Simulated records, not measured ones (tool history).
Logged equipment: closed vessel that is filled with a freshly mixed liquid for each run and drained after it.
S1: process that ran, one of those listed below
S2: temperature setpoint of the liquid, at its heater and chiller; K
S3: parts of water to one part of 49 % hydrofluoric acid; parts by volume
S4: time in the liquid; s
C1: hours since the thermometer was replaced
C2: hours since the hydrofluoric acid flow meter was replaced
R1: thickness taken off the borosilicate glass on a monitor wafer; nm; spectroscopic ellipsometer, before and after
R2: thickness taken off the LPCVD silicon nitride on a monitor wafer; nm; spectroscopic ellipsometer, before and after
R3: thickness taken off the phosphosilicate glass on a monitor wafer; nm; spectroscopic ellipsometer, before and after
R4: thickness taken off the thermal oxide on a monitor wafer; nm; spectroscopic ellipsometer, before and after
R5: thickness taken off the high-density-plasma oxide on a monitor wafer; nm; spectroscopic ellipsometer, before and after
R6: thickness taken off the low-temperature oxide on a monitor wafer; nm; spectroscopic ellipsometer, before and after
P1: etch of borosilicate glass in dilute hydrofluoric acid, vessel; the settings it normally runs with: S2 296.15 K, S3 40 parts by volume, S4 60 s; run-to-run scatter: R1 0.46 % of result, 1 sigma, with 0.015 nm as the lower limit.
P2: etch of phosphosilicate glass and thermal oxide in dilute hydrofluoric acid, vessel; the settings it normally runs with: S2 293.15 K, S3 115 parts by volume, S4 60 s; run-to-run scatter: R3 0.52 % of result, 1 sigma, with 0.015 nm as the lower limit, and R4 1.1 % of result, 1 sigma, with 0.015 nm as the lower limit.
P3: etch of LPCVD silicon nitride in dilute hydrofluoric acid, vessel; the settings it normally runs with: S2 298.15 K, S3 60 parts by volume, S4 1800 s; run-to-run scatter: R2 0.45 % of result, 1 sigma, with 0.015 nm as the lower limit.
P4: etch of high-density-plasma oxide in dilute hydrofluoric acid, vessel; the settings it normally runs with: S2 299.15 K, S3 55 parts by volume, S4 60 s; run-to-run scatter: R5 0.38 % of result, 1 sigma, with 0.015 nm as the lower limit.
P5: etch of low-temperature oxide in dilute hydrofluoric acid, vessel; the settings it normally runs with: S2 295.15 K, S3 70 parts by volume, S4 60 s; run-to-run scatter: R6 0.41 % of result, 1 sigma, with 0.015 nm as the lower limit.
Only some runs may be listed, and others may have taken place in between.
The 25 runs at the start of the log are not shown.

run,day,S1,S2,S3,S4,C1,C2,R1,R2,R3,R4,R5,R6
26,9.075,P4,299.15,55,85,81.7,1233.3,,,,,14.2500,
# day 9.150: hydrofluoric acid flow meter replaced
27,9.325,P2,290.15,115,60,87.7,4.2,,,51.647,1.9156,,
28,9.642,P1,290.15,40,60,95.3,11.8,32.869,,,,,
29,9.900,P4,299.15,100,60,101.5,18.0,,,,,5.2415,
30,10.375,P1,303.65,40,60,112.9,29.4,57.610,,,,,
31,10.767,P1,296.15,40,60,122.3,38.8,42.583,,,,,
32,11.233,P2,293.15,115,30,133.5,50.0,,,28.903,1.0869,,
33,11.588,P4,299.15,55,60,142.0,58.5,,,,,10.1230,
34,11.904,P1,296.15,40,60,149.6,66.1,42.286,,,,,
35,12.250,P1,296.15,40,60,157.9,74.4,44.029,,,,,
36,12.696,P1,296.15,40,60,168.6,85.1,45.067,,,,,
37,13.088,P1,296.15,40,60,178.0,94.5,45.685,,,,,
38,13.304,P1,296.15,40,60,183.2,99.7,45.462,,,,,
39,13.592,P1,296.15,40,60,190.1,106.6,46.216,,,,,
40,13.842,P1,296.15,40,60,196.1,112.6,46.202,,,,,
41,14.183,P1,296.15,40,60,204.3,120.8,46.428,,,,,

Forecast run 42:
42,14.404,P1,296.15,40,60,209.6,126.1,?,,,,,

Run 42 produced R1 46.405 nm.
